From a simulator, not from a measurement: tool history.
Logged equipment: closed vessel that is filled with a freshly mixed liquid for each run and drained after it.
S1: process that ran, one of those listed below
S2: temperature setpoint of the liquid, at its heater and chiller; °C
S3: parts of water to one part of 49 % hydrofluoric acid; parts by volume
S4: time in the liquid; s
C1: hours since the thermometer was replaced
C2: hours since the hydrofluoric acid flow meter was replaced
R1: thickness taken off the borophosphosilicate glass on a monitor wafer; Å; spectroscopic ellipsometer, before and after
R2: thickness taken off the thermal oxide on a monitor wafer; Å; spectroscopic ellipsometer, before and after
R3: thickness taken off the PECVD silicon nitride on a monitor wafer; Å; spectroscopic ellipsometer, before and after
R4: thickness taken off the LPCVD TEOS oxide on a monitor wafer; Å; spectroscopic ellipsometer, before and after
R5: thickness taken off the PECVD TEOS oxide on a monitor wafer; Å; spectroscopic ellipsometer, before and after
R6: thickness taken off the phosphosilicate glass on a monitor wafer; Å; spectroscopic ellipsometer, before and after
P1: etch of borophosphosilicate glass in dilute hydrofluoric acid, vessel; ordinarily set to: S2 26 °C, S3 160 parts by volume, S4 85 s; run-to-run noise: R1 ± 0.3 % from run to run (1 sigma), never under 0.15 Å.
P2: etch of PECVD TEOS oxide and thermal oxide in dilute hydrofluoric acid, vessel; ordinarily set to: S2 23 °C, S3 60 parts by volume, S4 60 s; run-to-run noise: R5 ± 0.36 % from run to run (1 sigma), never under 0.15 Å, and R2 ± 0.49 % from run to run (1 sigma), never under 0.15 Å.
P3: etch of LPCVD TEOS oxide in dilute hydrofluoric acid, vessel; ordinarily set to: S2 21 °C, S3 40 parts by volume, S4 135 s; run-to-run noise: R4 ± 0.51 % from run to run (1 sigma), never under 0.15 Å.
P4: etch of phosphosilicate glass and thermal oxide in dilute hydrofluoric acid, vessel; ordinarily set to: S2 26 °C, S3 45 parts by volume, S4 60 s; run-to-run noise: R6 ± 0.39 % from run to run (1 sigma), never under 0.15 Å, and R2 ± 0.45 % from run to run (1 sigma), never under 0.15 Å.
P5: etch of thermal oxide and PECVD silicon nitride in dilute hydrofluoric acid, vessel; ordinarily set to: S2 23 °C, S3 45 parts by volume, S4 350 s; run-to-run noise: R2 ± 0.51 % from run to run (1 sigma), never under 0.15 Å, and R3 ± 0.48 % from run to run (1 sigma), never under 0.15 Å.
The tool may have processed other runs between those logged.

Run 1, hour 9.9: S1 P1, S2 26 °C, S3 160 parts by volume, S4 85 s; C1 213.5; C2 1057.1. Result: R1 216.79 Å.
Run 2, hour 16.5: S1 P1, S2 19.5 °C, S3 160 parts by volume, S4 85 s; C1 220.1; C2 1063.7. Result: R1 168.44 Å.
Run 3, hour 22.9: S1 P1, S2 26 °C, S3 25 parts by volume, S4 85 s; C1 226.5; C2 1070.1. Result: R1 1650.3 Å.
At hour 27.3: hydrofluoric acid flow meter replaced.
Run 4, hour 28.7: S1 P5, S2 23 °C, S3 75 parts by volume, S4 350 s; C1 232.3; C2 1.5. Result: R2 220.22 Å, R3 76.473 Å.
Run 5, hour 36.2: S1 P3, S2 21 °C, S3 60 parts by volume, S4 135 s; C1 239.8; C2 9. Result: R4 370.07 Å.
Run 6, hour 45.8: S1 P1, S2 26 °C, S3 160 parts by volume, S4 30 s; C1 249.4; C2 18.6. Result: R1 75.824 Å.
Run 7, hour 56.4: S1 P2, S2 23 °C, S3 60 parts by volume, S4 60 s; C1 260; C2 29.2. Result: R2 48.601 Å, R5 101.29 Å.
Run 8, hour 61.7: S1 P4, S2 26 °C, S3 45 parts by volume, S4 60 s; C1 265.3; C2 34.5. Result: R2 73.521 Å, R6 2082.3 Å.
Run 9, hour 69.6: S1 P2, S2 23 °C, S3 60 parts by volume, S4 60 s; C1 273.2; C2 42.4. Result: R2 48.489 Å, R5 101.58 Å.
Run 10, hour 76.2: S1 P1, S2 31.5 °C, S3 160 parts by volume, S4 30 s; C1 279.8; C2 49. Result: R1 92.573 Å.
Run 11, hour 82.5: S1 P1, S2 32.5 °C, S3 160 parts by volume, S4 85 s; C1 286.1; C2 55.3. Result: R1 270.77 Å.
Run 12, hour 89: S1 P1, S2 26 °C, S3 160 parts by volume, S4 155 s; C1 292.6; C2 61.8. Result: R1 392.89 Å.
Run 13, hour 95.8: S1 P5, S2 23 °C, S3 45 parts by volume, S4 350 s; C1 299.4; C2 68.6. Result: R2 384.26 Å, R3 125.35 Å.
Run 14, hour 102.2: S1 P4, S2 26 °C, S3 65 parts by volume, S4 60 s; C1 305.8; C2 75. Result: R2 49.395 Å, R6 1404 Å.
Run 15, hour 107.4: S1 P1, S2 26 °C, S3 160 parts by volume, S4 85 s; C1 311; C2 80.2. Result: R1 216.37 Å.
Run 16, hour 118.8: S1 P1, S2 26 °C, S3 160 parts by volume, S4 85 s; C1 322.4; C2 91.6. Result: R1 215.78 Å.
Run 17, hour 129.4: S1 P5, S2 29.5 °C, S3 45 parts by volume, S4 350 s; C1 333; C2 102.2. Result: R2 497.65 Å, R3 192.31 Å.
Run 18, hour 136.3: S1 P3, S2 21 °C, S3 40 parts by volume, S4 135 s; C1 339.9; C2 109.1. Result: R4 562.84 Å.
Run 19, hour 143.3: S1 P1, S2 26 °C, S3 160 parts by volume, S4 85 s; C1 346.9; C2 116.1. Result: R1 216.74 Å.
Run 20, hour 154.6: S1 P4, S2 26 °C, S3 45 parts by volume, S4 110 s; C1 358.2; C2 127.4. Result: R2 133.76 Å, R6 3835.9 Å.
Run 21, hour 159.6: S1 P1, S2 26 °C, S3 265 parts by volume, S4 85 s; C1 363.2; C2 132.4. Result: R1 115.19 Å.
Run 22, hour 169.2: S1 P2, S2 23 °C, S3 60 parts by volume, S4 110 s; C1 372.8; C2 142. Result: R2 88.893 Å, R5 185.63 Å.
Run 23, hour 175.2: S1 P5, S2 23 °C, S3 45 parts by volume, S4 350 s; C1 378.8; C2 148. Result: R2 381.48 Å, R3 124.54 Å.
Run 24, hour 186.7: S1 P3, S2 21 °C, S3 40 parts by volume, S4 260 s; C1 390.3; C2 159.5. Result: R4 1088.8 Å.
Run 25, hour 196.7: S1 P5, S2 23 °C, S3 45 parts by volume, S4 70 s; C1 400.3; C2 169.5. Result: R2 77.26 Å, R3 24.88 Å.
Run 26, hour 202: S1 P4, S2 19.5 °C, S3 45 parts by volume, S4 60 s; C1 405.6; C2 174.8. Result: R2 56.037 Å, R6 1598.2 Å.
Run 27, hour 208.6: S1 P1, S2 26 °C, S3 160 parts by volume, S4 85 s; C1 412.2; C2 181.4. Result: R1 215.86 Å.
Run 28, hour 217.3: S1 P1, S2 26 °C, S3 160 parts by volume, S4 85 s; C1 420.9; C2 190.1. Result: R1 217.1 Å.
Run 29, hour 222.7: S1 P3, S2 28.5 °C, S3 40 parts by volume, S4 135 s; C1 426.3; C2 195.5. Result: R4 761.24 Å.
Run 30, hour 229.8: S1 P2, S2 31 °C, S3 60 parts by volume, S4 60 s; C1 433.4; C2 202.6. Result: R2 67.255 Å, R5 139.67 Å.
Run 31, hour 234.8: S1 P2, S2 23 °C, S3 100 parts by volume, S4 60 s; C1 438.4; C2 207.6. Result: R2 27.688 Å, R5 58.074 Å.
Run 32, hour 243.7: S1 P1, S2 26 °C, S3 160 parts by volume, S4 85 s; C1 447.3; C2 216.5. Result: R1 214.5 Å.
Run 33, hour 250.6: S1 P1, S2 26 °C, S3 160 parts by volume, S4 85 s; C1 454.2; C2 223.4. Result: R1 211.58 Å.
Run 34, hour 259.1: S1 P1, S2 26 °C, S3 160 parts by volume, S4 85 s; C1 462.7; C2 231.9. Result: R1 207.74 Å.
Run 35, hour 270.2: S1 P1, S2 26 °C, S3 160 parts by volume, S4 85 s; C1 473.8; C2 243. Result: R1 206.29 Å.
Run 36, hour 278.1: S1 P1, S2 26 °C, S3 160 parts by volume, S4 85 s; C1 481.7; C2 250.9. Result: R1 205.27 Å.
Run 37, hour 286.7: S1 P1, S2 26 °C, S3 160 parts by volume, S4 85 s; C1 490.3; C2 259.5. Result: R1 205.44 Å.
Run 38, hour 293.8: S1 P1, S2 26 °C, S3 160 parts by volume, S4 85 s; C1 497.4; C2 266.6. Result: R1 203.22 Å.
Run 39, hour 303.5: S1 P1, S2 26 °C, S3 160 parts by volume, S4 85 s; C1 507.1; C2 276.3. Result: R1 204.3 Å.
Run 40, hour 310.4: S1 P1, S2 26 °C, S3 160 parts by volume, S4 85 s; C1 514; C2 283.2. Result: R1 204.43 Å.

The output of P1 has drifted from where it used to be. Each of the 2 causes below, taken at the size shown beside it, accounts for the log equally well:
A: hydrofluoric acid flow below the setpoint (%) = 4.62
B: liquid colder than its thermometer reads (K) = 1.51
The onset of the drift is placed at about hour 243.7.

Question marks stand in for the results of the 4 check runs listed below, each run on one wafer. Under which run would the listed causes show clearly different results?
Run check 1, hour 317.3: S1 P2, S2 28 °C, S3 60 parts by volume, S4 95 s. Result: R2 ?, R5 ?.
Run check 2, hour 317.3: S1 P3, S2 28 °C, S3 40 parts by volume, S4 135 s. Result: R4 ?.
Run check 3, hour 317.3: S1 P5, S2 23 °C, S3 65 parts by volume, S4 230 s. Result: R2 ?, R3 ?.
Run check 4, hour 317.3: S1 P4, S2 26 °C, S3 60 parts by volume, S4 105 s. Result: R2 ?, R6 ?.

How each check would come out, cause by cause:
  check  result    if A    if B
check 1      R2  89.477   88.72
check 1      R5  186.33  184.76
check 2      R4  718.61  710.84
check 3      R2  160.94  159.18
check 3      R3  54.709  51.726
check 4      R2  89.344  88.483
check 4      R6  2553.1  2528.5
Per check, the gap between the least separated pair of causes, taken in the result that splits them most: check 1 0.85 %; check 2 1.09 %; check 3 5.6 %; check 4 0.97 %
Of the check runs offered, only check 3 discriminates between the causes; the rest would read about the same regardless of which cause applies.

The results of check 3 are: R2 159.72 Å; R3 51.985 Å. Based on these, which of the listed causes is it?

It was cause B: liquid colder than its thermometer reads (K).
